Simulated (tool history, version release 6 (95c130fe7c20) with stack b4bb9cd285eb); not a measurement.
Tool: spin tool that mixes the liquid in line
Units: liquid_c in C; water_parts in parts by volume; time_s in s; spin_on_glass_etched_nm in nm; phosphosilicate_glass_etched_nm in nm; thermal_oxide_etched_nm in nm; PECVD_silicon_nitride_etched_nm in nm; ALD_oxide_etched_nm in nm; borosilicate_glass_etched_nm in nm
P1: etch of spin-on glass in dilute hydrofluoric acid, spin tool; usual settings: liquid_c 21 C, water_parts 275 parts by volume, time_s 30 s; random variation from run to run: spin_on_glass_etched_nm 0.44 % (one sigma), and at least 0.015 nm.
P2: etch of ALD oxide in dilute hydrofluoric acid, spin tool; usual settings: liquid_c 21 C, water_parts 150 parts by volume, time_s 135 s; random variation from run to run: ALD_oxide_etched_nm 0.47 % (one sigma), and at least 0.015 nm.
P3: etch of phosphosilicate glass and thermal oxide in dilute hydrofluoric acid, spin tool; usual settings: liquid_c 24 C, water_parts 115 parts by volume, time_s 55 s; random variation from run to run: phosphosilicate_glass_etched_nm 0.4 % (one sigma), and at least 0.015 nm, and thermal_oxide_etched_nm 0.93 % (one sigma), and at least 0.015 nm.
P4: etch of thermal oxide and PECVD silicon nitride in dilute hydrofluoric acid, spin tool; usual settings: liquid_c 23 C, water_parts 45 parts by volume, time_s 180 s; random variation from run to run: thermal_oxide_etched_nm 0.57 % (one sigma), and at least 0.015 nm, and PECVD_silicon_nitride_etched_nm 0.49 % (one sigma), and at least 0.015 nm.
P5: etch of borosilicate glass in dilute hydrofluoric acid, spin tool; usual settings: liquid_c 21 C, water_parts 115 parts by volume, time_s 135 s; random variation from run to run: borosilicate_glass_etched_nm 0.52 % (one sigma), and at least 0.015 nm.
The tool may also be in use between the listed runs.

run,hour,process,liquid_c,water_parts,time_s,hours since the thermometer was replaced,hours since the hydrofluoric acid flow meter was replaced,spin_on_glass_etched_nm,phosphosilicate_glass_etched_nm,thermal_oxide_etched_nm,PECVD_silicon_nitride_etched_nm,ALD_oxide_etched_nm,borosilicate_glass_etched_nm
1,4.4,P1,21,275,30,1025.7,1455.3,4.7619,,,,,
2,12.2,P1,21,50,30,1033.5,1463.1,33.336,,,,,
3,17.6,P3,24,115,55,1038.9,1468.5,,58.37,2.3662,,,
4,25.2,P4,23,45,340,1046.5,1476.1,,,35.043,19.057,,
5,31.3,P3,24,115,30,1052.6,1482.2,,32.103,1.2599,,,
6,39,P2,21,150,135,1060.3,1489.9,,,,,21.111,
7,43.2,P5,21,70,135,1064.5,1494.1,,,,,,62.111
8,47.1,P1,17,275,30,1068.4,1498,4.0922,,,,,
9,52.2,P1,29,275,30,1073.5,1503.1,6.3249,,,,,
10,59.1,P4,28.5,45,180,1080.4,1510,,,23.337,14.489,,
11,66.7,P1,21,275,30,1088,1517.6,4.7301,,,,,
12,73.1,P4,23,45,180,1094.4,1524,,,18.58,10.03,,
13,78.3,P2,21,150,25,1099.6,1529.2,,,,,3.9203,
14,86.1,P2,21,225,135,1107.4,1537,,,,,13.109,
15,91.3,P5,21,115,135,1112.6,1542.2,,,,,,35.936
16,98.7,P1,21,275,30,1120,1549.6,4.7475,,,,,
17,102.4,P4,23,20,180,1123.7,1553.3,,,43.199,22.088,,
18,106.3,P2,21,150,135,1127.6,1557.2,,,,,21.132,
19,113.9,P2,24.5,150,135,1135.2,1564.8,,,,,24.286,
20,121.6,P1,21,90,55,1142.9,1572.5,32.318,,,,,
21,126.6,P1,21,275,30,1147.9,1577.5,4.7788,,,,,
22,133.1,P1,21,275,30,1154.4,1584,4.8087,,,,,
23,139.8,P5,26.5,115,135,1161.1,1590.7,,,,,,44.785
24,143.3,P5,21,115,50,1164.6,1594.2,,,,,,13.36
25,150.4,P3,24,40,55,1171.7,1601.3,,183.42,7.305,,,
26,157.5,P1,21,460,15,1178.8,1608.4,1.2269,,,,,
27,161.1,P1,21,90,15,1182.4,1612,8.7986,,,,,
28,166.1,P3,28,115,55,1187.4,1617,,67.957,2.7015,,,
29,171.3,P5,21,115,135,1192.6,1622.2,,,,,,35.897
30,175.4,P1,21,490,30,1196.7,1626.3,2.2577,,,,,
31,181.9,P4,23,45,180,1203.2,1632.8,,,18.585,10.164,,
32,185.7,P1,21,275,15,1207,1636.6,2.411,,,,,
33,192.3,P1,21,275,30,1213.6,1643.2,4.7927,,,,,
34,196.2,P1,21,275,60,1217.5,1647.1,9.4534,,,,,
35,199.7,P1,21,275,30,1221,1650.6,4.7948,,,,,
36,205.1,P1,21,275,30,1226.4,1656,4.7247,,,,,
37,212.4,P1,21,275,30,1233.7,1663.3,4.6338,,,,,
38,219.5,P1,21,275,30,1240.8,1670.4,4.5725,,,,,
39,226.3,P1,21,275,30,1247.6,1677.2,4.509,,,,,
40,230.8,P1,21,275,30,1252.1,1681.7,4.5183,,,,,
41,237.2,P1,21,275,30,1258.5,1688.1,4.5126,,,,,
42,244.8,P1,21,275,30,1266.1,1695.7,4.498,,,,,
43,250.1,P1,21,275,30,1271.4,1701,4.5256,,,,,
44,253.7,P1,21,275,30,1275,1704.6,4.486,,,,,
45,259.8,P1,21,275,30,1281.1,1710.7,4.4742,,,,,
46,265.5,P1,21,275,30,1286.8,1716.4,4.4675,,,,,

What P1 gives has crept away from where it was. These 2 causes fit the log equally well, each at the size given:
A: liquid colder than its thermometer reads (K) = 1.58
B: hydrofluoric acid flow below the setpoint (%) = 4.5
The creep began at about hour 199.7.

4 check runs are offered, one wafer each, their results left as question marks. Which one tells the causes apart?
check 1,271.2,P4,23,45,180,,,,,?,?,,
check 2,271.2,P3,24,115,55,,,,?,?,,,
check 3,271.2,P5,21,115,135,,,,,,,,?
check 4,271.2,P2,21,150,135,,,,,,,?,

What each check would give under each cause:
check,result,if A,if B
check 1,thermal_oxide_etched_nm,17.412,17.718
check 1,PECVD_silicon_nitride_etched_nm,9.0505,9.6421
check 2,phosphosilicate_glass_etched_nm,54.795,55.337
check 2,thermal_oxide_etched_nm,2.1814,2.203
check 3,borosilicate_glass_etched_nm,33.578,33.985
check 4,ALD_oxide_etched_nm,19.919,20.103
How far apart the two closest causes lie, in the result that separates them most: check 1 6.33 %; check 2 0.98 %; check 3 1.21 %; check 4 0.92 %
Only check 1 tells the causes apart: in the others they would give nearly the same result.

Check 1 was then run and gave: thermal_oxide_etched_nm 17.534 nm; PECVD_silicon_nitride_etched_nm 9.0612 nm. Which cause is it?

It is A: liquid colder than its thermometer reads (K).

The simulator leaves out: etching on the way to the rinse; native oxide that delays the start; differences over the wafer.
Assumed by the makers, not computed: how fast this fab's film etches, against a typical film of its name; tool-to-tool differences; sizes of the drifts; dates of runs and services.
